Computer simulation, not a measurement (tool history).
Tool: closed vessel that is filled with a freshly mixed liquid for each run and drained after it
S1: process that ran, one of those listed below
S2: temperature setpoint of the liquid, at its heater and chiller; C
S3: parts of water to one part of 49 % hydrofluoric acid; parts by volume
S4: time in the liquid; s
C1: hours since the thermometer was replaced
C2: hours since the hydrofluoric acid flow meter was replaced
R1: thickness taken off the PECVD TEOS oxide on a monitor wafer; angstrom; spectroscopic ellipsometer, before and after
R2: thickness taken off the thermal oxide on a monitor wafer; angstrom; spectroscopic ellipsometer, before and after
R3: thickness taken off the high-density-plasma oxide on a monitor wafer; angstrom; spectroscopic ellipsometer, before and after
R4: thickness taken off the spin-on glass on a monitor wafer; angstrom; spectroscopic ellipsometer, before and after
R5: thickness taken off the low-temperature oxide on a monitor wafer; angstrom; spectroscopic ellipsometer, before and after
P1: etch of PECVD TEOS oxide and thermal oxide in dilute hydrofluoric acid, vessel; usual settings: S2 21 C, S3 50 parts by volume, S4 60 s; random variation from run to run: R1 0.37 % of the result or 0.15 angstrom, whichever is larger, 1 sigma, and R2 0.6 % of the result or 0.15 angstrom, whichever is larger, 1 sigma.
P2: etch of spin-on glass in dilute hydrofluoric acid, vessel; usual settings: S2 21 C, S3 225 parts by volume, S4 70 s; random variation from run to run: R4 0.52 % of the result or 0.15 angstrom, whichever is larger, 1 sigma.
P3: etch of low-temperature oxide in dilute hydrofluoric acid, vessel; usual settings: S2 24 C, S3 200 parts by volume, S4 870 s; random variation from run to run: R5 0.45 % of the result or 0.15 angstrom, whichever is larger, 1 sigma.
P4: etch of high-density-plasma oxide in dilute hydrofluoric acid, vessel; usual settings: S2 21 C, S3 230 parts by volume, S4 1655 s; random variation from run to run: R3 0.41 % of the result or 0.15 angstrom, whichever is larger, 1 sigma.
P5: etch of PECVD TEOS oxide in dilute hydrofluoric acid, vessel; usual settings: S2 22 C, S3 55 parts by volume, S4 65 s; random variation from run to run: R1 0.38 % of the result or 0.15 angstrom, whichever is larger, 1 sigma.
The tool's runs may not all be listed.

run,hour,S1,S2,S3,S4,C1,C2,R1,R2,R3,R4,R5
1,7.4,P1,21,50,60,464.4,554.4,321.1,54.548,,,
2,12,P4,21,230,2525,469,559,,,440.3,,
3,20.4,P2,21,225,70,477.4,567.4,,,,87.804,
4,29.1,P1,25.5,50,60,486.1,576.1,388.47,66.433,,,
5,37.3,P5,22,100,65,494.3,584.3,101.93,,,,
6,47.3,P1,21,25,60,504.3,594.3,658.14,114.87,,,
7,53,P1,21,50,30,510,600,161.01,27.61,,,
8,60.1,P1,21,50,60,517.1,607.1,321.75,55.587,,,
9,69.4,P5,17,55,65,526.4,616.4,157.82,,,,
10,75.5,P1,21,50,60,532.5,622.5,320.54,54.872,,,
11,81,P1,21,50,60,538,628,321.85,55.884,,,
12,90.6,P1,21,50,60,547.6,637.6,319.1,54.879,,,
13,98.2,P5,22,55,65,555.2,645.2,194.28,,,,
14,108.5,P1,17,50,60,565.5,655.5,269.58,46.492,,,
15,116.9,P5,22,55,125,573.9,663.9,374.21,,,,
16,125.9,P4,21,230,1655,582.9,672.9,,,288.61,,
17,135.9,P3,24,200,870,592.9,682.9,,,,,428.93
18,143.9,P2,29,225,70,600.9,690.9,,,,117.03,
19,153.3,P1,21,50,95,610.3,700.3,510.65,87.233,,,
20,161.1,P1,21,50,60,618.1,708.1,319.65,55.116,,,
21,167.7,P1,21,90,60,624.7,714.7,170.26,29.082,,,
22,176.1,P1,21,80,95,633.1,723.1,305.9,52.531,,,
23,180.7,P1,21,50,60,637.7,727.7,319.08,55.307,,,
24,189.3,P1,21,85,105,646.3,736.3,317.79,54.455,,,
25,197.1,P3,24,200,870,654.1,744.1,,,,,426.15
26,207,P2,21,60,70,664,754,,,,390.18,
27,215.6,P3,24,200,1650,672.6,762.6,,,,,815.35
28,225.3,P2,21,225,70,682.3,772.3,,,,87.113,
29,232.2,P4,27,230,1655,689.2,779.2,,,359.71,,
30,236.8,P3,20,200,870,693.8,783.8,,,,,371.18
31,243.6,P3,24,45,870,700.6,790.6,,,,,2285.6

The next listed run, before its measurement:
32,251.7,P5,22,55,65,708.7,798.7,?,,,,

Run 32 gave R1 194.84 angstrom.

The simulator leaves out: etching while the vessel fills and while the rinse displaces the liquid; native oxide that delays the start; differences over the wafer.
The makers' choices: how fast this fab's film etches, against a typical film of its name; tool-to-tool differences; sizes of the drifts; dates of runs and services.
